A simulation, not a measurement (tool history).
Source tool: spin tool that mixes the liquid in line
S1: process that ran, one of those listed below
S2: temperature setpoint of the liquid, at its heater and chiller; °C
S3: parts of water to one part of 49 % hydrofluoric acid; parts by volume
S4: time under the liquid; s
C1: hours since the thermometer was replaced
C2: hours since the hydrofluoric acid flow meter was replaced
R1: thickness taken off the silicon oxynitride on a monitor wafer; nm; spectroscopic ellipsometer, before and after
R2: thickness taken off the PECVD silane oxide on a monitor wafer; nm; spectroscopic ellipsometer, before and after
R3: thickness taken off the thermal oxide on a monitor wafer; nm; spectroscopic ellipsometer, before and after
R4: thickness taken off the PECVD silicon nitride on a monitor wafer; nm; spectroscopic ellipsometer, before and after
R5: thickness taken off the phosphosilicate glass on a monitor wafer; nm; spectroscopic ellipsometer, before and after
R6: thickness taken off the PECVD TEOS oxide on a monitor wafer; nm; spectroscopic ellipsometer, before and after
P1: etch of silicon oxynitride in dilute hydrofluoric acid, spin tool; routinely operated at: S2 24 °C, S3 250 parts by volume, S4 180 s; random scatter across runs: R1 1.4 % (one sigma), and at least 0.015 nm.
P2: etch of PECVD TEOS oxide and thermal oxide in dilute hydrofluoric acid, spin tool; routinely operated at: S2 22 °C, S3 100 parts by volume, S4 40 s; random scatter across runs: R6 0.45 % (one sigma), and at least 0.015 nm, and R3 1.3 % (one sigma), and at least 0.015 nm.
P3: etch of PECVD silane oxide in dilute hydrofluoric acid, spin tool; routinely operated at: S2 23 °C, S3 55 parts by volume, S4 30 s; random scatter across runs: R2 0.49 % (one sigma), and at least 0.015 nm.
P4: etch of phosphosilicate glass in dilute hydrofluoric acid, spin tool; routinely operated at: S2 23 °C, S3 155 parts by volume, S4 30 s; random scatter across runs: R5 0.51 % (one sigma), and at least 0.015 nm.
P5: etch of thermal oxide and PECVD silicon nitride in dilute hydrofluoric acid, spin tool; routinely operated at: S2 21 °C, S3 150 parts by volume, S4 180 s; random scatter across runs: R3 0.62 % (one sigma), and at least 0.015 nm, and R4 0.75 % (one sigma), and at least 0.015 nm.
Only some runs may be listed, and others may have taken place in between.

run 1 hour=8.8 | S1=P1 S2=24 S3=250 S4=180 | C1=185.7 C2=566.1 | R1=1.5338
run 2 hour=13.8 | S1=P3 S2=29 S3=55 S4=30 | C1=190.7 C2=571.1 | R2=22.514
run 3 hour=20.8 | S1=P1 S2=24 S3=250 S4=180 | C1=197.7 C2=578.1 | R1=1.545
run 4 hour=27.8 | S1=P1 S2=24 S3=250 S4=15 | C1=204.7 C2=585.1 | R1=0.13263
run 5 hour=31.9 | S1=P3 S2=23 S3=55 S4=30 | C1=208.8 C2=589.2 | R2=17.841
run 6 hour=40.4 | S1=P1 S2=24 S3=250 S4=180 | C1=217.3 C2=597.7 | R1=1.5856
run 7 hour=50 | S1=P1 S2=27.5 S3=250 S4=260 | C1=226.9 C2=607.3 | R1=2.624
-- hour=55 hydrofluoric acid flow meter replaced
run 8 hour=58.2 | S1=P1 S2=24 S3=75 S4=180 | C1=235.1 C2=3.2 | R1=5.7685
run 9 hour=65.5 | S1=P5 S2=17 S3=150 S4=180 | C1=242.4 C2=10.5 | R3=4.1164 R4=2.3007
run 10 hour=70 | S1=P1 S2=30.5 S3=250 S4=180 | C1=246.9 C2=15 | R1=2.0794
run 11 hour=79.4 | S1=P4 S2=17 S3=155 S4=30 | C1=256.3 C2=24.4 | R5=16.754
run 12 hour=85.4 | S1=P1 S2=24 S3=250 S4=295 | C1=262.3 C2=30.4 | R1=2.5221
run 13 hour=92.9 | S1=P1 S2=17.5 S3=250 S4=290 | C1=269.8 C2=37.9 | R1=1.8921
run 14 hour=97.6 | S1=P1 S2=24 S3=250 S4=180 | C1=274.5 C2=42.6 | R1=1.55
run 15 hour=103.4 | S1=P1 S2=24 S3=375 S4=180 | C1=280.3 C2=48.4 | R1=0.94711
run 16 hour=110.7 | S1=P2 S2=22 S3=100 S4=15 | C1=287.6 C2=55.7 | R3=0.66767 R6=1.8768
run 17 hour=117.6 | S1=P3 S2=23 S3=55 S4=30 | C1=294.5 C2=62.6 | R2=17.877
run 18 hour=125.2 | S1=P2 S2=22 S3=160 S4=40 | C1=302.1 C2=70.2 | R3=1.0253 R6=2.8634
run 19 hour=133.4 | S1=P2 S2=22 S3=100 S4=40 | C1=310.3 C2=78.4 | R3=1.7544 R6=4.952
run 20 hour=140.6 | S1=P2 S2=22 S3=100 S4=40 | C1=317.5 C2=85.6 | R3=1.8228 R6=4.9641
run 21 hour=144.8 | S1=P5 S2=21 S3=150 S4=180 | C1=321.7 C2=89.8 | R3=4.8416 R4=2.9947
run 22 hour=152.2 | S1=P1 S2=17 S3=250 S4=180 | C1=329.1 C2=97.2 | R1=1.1121
run 23 hour=158.8 | S1=P4 S2=23 S3=155 S4=30 | C1=335.7 C2=103.8 | R5=21.305
run 24 hour=164.9 | S1=P4 S2=23 S3=155 S4=15 | C1=341.8 C2=109.9 | R5=10.593
run 25 hour=172.3 | S1=P1 S2=24 S3=250 S4=180 | C1=349.2 C2=117.3 | R1=1.4872
run 26 hour=178.6 | S1=P2 S2=17 S3=100 S4=40 | C1=355.5 C2=123.6 | R3=1.477 R6=4.0381
run 27 hour=187.5 | S1=P5 S2=21 S3=75 S4=180 | C1=364.4 C2=132.5 | R3=10.467 R4=5.9838
run 28 hour=194.4 | S1=P5 S2=21 S3=150 S4=30 | C1=371.3 C2=139.4 | R3=0.81657 R4=0.51536
run 29 hour=202.5 | S1=P5 S2=21 S3=150 S4=180 | C1=379.4 C2=147.5 | R3=4.8811 R4=3.0273
run 30 hour=209.1 | S1=P1 S2=30.5 S3=250 S4=60 | C1=386 C2=154.1 | R1=0.69439
run 31 hour=213.3 | S1=P3 S2=23 S3=55 S4=45 | C1=390.2 C2=158.3 | R2=26.864
run 32 hour=221.2 | S1=P3 S2=23 S3=100 S4=30 | C1=398.1 C2=166.2 | R2=9.3302
run 33 hour=225.3 | S1=P4 S2=23 S3=55 S4=30 | C1=402.2 C2=170.3 | R5=67.41
run 34 hour=233.1 | S1=P4 S2=23 S3=155 S4=30 | C1=410 C2=178.1 | R5=21.278
run 35 hour=238.7 | S1=P1 S2=24 S3=250 S4=180 | C1=415.6 C2=183.7 | R1=1.5148
run 36 hour=246.1 | S1=P1 S2=24 S3=250 S4=180 | C1=423 C2=191.1 | R1=1.6162
run 37 hour=251.7 | S1=P1 S2=24 S3=250 S4=180 | C1=428.6 C2=196.7 | R1=1.5953
run 38 hour=260 | S1=P1 S2=24 S3=250 S4=180 | C1=436.9 C2=205 | R1=1.6082
run 39 hour=267.6 | S1=P1 S2=24 S3=250 S4=180 | C1=444.5 C2=212.6 | R1=1.6495
run 40 hour=273.7 | S1=P1 S2=24 S3=250 S4=180 | C1=450.6 C2=218.7 | R1=1.6908
run 41 hour=282.5 | S1=P1 S2=24 S3=250 S4=180 | C1=459.4 C2=227.5 | R1=1.7182
run 42 hour=289.7 | S1=P1 S2=24 S3=250 S4=180 | C1=466.6 C2=234.7 | R1=1.7078
run 43 hour=297.6 | S1=P1 S2=24 S3=250 S4=180 | C1=474.5 C2=242.6 | R1=1.7316
run 44 hour=305.1 | S1=P1 S2=24 S3=250 S4=180 | C1=482 C2=250.1 | R1=1.6546

P1 has crept away from where it was. The log is fitted equally well by each of these 2 causes, at the sizes shown:
A: hydrofluoric acid flow above the setpoint (%) = 8.55
B: liquid hotter than its thermometer reads (K) = 2.25
The drift started at roughly hour 238.7.

4 check runs are offered, one wafer each, their results left as question marks. Which one tells the causes apart?
run check 1 hour=312.6 | S1=P2 S2=22 S3=130 S4=15 | R3=? R6=?
run check 2 hour=312.6 | S1=P5 S2=21 S3=75 S4=110 | R3=? R4=?
run check 3 hour=312.6 | S1=P3 S2=28 S3=55 S4=30 | R2=?
run check 4 hour=312.6 | S1=P4 S2=23 S3=60 S4=30 | R5=?

Predicted outcomes, by check and by cause:
check=check_1 result=R3 if_A=0.55175 if_B=0.54866
check=check_1 result=R6 if_A=1.513 if_B=1.5045
check=check_2 result=R3 if_A=7.0408 if_B=7.0629
check=check_2 result=R4 if_A=3.9135 if_B=4.2054
check=check_3 result=R2 if_A=23.808 if_B=23.812
check=check_4 result=R5 if_A=67.164 if_B=67.407
Per-check spread between the two closest causes, in the result where they differ most: check 1 0.56 %; check 2 7.19 %; check 3 0.02 %; check 4 0.36 %
Check 2 distinguishes between the causes, while the remaining checks would return nearly the same result for all of them.

The results of check 2 are: R3 7.0798 nm; R4 4.1888 nm. Based on these, which of the listed causes is it?

It was cause B: liquid hotter than its thermometer reads (K).

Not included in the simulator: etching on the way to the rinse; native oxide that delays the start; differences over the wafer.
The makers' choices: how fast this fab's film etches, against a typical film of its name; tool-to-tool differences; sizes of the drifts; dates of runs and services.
